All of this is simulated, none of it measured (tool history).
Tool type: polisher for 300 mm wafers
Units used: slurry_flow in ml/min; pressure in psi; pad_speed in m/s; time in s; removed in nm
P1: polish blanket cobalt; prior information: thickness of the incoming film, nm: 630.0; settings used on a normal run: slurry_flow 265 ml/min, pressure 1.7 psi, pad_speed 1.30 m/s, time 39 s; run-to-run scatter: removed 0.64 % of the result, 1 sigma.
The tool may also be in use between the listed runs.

run,day,slurry_flow,pressure,pad_speed,time,wafers polished on this pad,hours since the slurry nozzle was cleaned,hours since the head pressure was calibrated,removed
1,0.400,265,1.7,1.30,39,262,222.6,81.1,239.36
2,0.821,265,1.7,0.72,39,365,232.7,91.2,131.85
3,1.204,265,1.7,1.30,61,460,241.9,100.4,371.25
4,1.571,265,2.6,1.30,39,550,250.7,109.2,368.56
5,2.096,265,1.7,2.00,39,679,263.3,121.8,365.96
6,2.675,265,1.2,1.30,39,821,277.2,135.7,168.46
7,2.996,265,1.7,1.30,39,900,284.9,143.4,240.32
8,3.604,395,1.7,1.30,39,1050,299.5,158.0,247.50
9,4.133,160,1.7,1.30,39,1180,312.2,170.7,222.91
10,4.492,265,1.7,1.30,39,1268,320.8,179.3,239.13
11,4.792,350,2.4,1.30,39,1342,328.0,186.5,345.12
12,5.146,265,1.7,1.30,21,1429,336.5,195.0,127.58
13,5.654,265,1.7,1.30,39,1554,348.7,207.2,237.86
14,6.208,265,1.7,1.30,39,1690,362.0,220.5,235.14
15,6.608,200,1.7,0.70,39,1789,371.6,230.1,123.49
16,6.912,265,1.7,1.30,39,1864,378.9,237.4,239.14
17,7.525,265,1.7,1.30,39,2014,393.6,252.1,234.31
18,8.067,265,1.7,1.30,39,2148,406.6,265.1,230.75
19,8.550,265,1.7,1.30,39,2266,418.2,276.7,234.12
# day 8.788: head pressure recalibrated
20,9.112,265,1.7,1.30,39,2405,431.7,7.8,229.16
21,9.633,265,1.7,1.30,39,2533,444.2,20.3,228.67
22,10.200,265,1.7,1.30,39,2672,457.8,33.9,231.29
23,10.725,265,1.7,1.30,39,2801,470.4,46.5,232.10

P1 has crept away from where it was. The log is fitted equally well by each of these 2 causes, at the sizes shown:
A: removal rate lost through wear of the pad, % = 3.76
B: slurry flow missing at the pad, % = 27.6
The creep began at about day 6.912.
Excluded causes, each with its reason:
head's pressure below its setpoint, %: serviced at day 8.788, after the change had begun; the process did not return to its earlier output

Which of the check runs below tells the causes apart, meaning the causes would give it clearly different results? Each run uses 5 wafers whose results are averaged, and each result is shown as a question mark.
check 1,11.250,265,1.7,1.30,50,,,,?
check 2,11.250,265,1.7,0.78,28,,,,?
check 3,11.250,265,1.7,0.74,22,,,,?
check 4,11.250,160,1.7,1.30,39,,,,?

Expected result of each check under each candidate cause:
check,result,if A,if B
check 1,removed,293.790,293.780
check 2,removed,98.712,98.709
check 3,removed,73.582,73.580
check 4,removed,214.600,209.720
Distance between the nearest two causes, measured in the result of the check that separates them most: check 1 0 %; check 2 0 %; check 3 0 %; check 4 2.3 %
The other checks would show nearly matching results whichever cause is true, so check 4 is the only one that separates the causes.

The results of check 4 are: removed 209.020 nm. Based on these, which of the listed causes is it?

Of the candidate causes, it is B: slurry flow missing at the pad, %.
